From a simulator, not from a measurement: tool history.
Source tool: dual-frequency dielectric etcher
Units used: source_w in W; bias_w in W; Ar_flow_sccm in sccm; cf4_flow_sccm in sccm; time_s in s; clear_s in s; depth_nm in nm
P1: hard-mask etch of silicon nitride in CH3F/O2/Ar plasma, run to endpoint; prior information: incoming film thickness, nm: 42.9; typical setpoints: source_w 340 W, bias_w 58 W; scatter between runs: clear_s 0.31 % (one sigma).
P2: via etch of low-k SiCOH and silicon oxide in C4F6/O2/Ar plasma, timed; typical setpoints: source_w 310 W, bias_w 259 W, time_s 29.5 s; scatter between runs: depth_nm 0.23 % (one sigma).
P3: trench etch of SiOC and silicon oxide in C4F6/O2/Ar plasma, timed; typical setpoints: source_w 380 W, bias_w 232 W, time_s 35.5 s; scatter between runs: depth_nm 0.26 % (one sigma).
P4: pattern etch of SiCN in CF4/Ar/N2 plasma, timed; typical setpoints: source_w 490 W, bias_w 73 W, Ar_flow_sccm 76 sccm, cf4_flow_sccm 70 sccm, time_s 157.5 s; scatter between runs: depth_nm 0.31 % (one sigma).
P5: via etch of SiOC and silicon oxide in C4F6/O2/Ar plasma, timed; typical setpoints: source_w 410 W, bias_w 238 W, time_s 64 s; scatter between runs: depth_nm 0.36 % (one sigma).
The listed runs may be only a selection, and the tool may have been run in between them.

run   hour  process  source_w  bias_w  Ar_flow_sccm  cf4_flow_sccm  time_s  hours since the last wet clean  hours since the last source power generator calibration  hours since the last bias power generator calibration  clear_s  depth_nm
  1    6.9       P1       340      58                                                                273.2                                                     2484                                                 1274.1   70.939
  2   14.1       P4       490      73            76             70   157.5                           280.4                                                   2491.2                                                 1281.3             148.32
  3   21.2       P2       310     259                                   16                           287.5                                                   2498.3                                                 1288.4             38.111
  4   27.1       P2       430     259                                 29.5                           293.4                                                   2504.2                                                 1294.3             79.404
  5   34.4       P3       460     232                                 35.5                           300.7                                                   2511.5                                                 1301.6             78.935
  6     38       P4       640      73            76             70   157.5                           304.3                                                   2515.1                                                 1305.2             190.43
  7   45.1       P1       340      58                                                                311.4                                                   2522.2                                                 1312.3   71.003
  8   48.6       P4       490      73            76             70     234                           314.9                                                   2525.7                                                 1315.8             221.56
  9   52.9       P1       340      58                                                                319.2                                                     2530                                                 1320.1   71.105
 10   57.2       P1       460      58                                                                323.5                                                   2534.3                                                 1324.4   63.047
 11   61.8       P1       340      58                                                                328.1                                                   2538.9                                                   1329   70.873
 12   66.7       P1       230      67                                                                  333                                                   2543.8                                                 1333.9   78.257
 13   72.9       P2       310     259                                 29.5                           339.2                                                     2550                                                 1340.1             70.293
 14   77.5       P5       260     238                                   64                           343.8                                                   2554.6                                                 1344.7             68.344
 15   81.1       P1       340      75                                                                347.4                                                   2558.2                                                 1348.3   64.454
 16   88.5       P1       340      39                                                                354.8                                                   2565.6                                                 1355.7   80.428
 17   95.2       P1       220      58                                                                361.5                                                   2572.3                                                 1362.4   83.638
 18  102.2       P4       490      73            76             70   157.5                           368.5                                                   2579.3                                                 1369.4             149.43
 19    108       P5       410     238                                 35.5                           374.3                                                   2585.1                                                 1375.2             45.253
     110.5  -- bias power generator calibrated
 20  115.5       P5       410     238                                   64                           381.8                                                   2592.6                                                      5             81.538
 21    121       P4       490      90            76             70   157.5                           387.3                                                   2598.1                                                   10.5             160.82
     128.9  -- wet clean of the chamber
 22  128.9       P2       310     354                                 29.5                               0                                                     2606                                                   18.4             78.279
 23  136.2       P3       380     274                                 35.5                             7.3                                                   2613.3                                                   25.7             77.422
 24  140.3       P4       490      73            98             70   157.5                            11.4                                                   2617.4                                                   29.8             143.99
 25  146.1       P3       380     232                                 35.5                            17.2                                                   2623.2                                                   35.6             73.472

What does the tool deliver on the next run?
 26  153.1       P5       410     143                                   64                            24.2                                                   2630.2                                                   42.6                  ?

{"run 26": {"depth_nm": 68.613}}
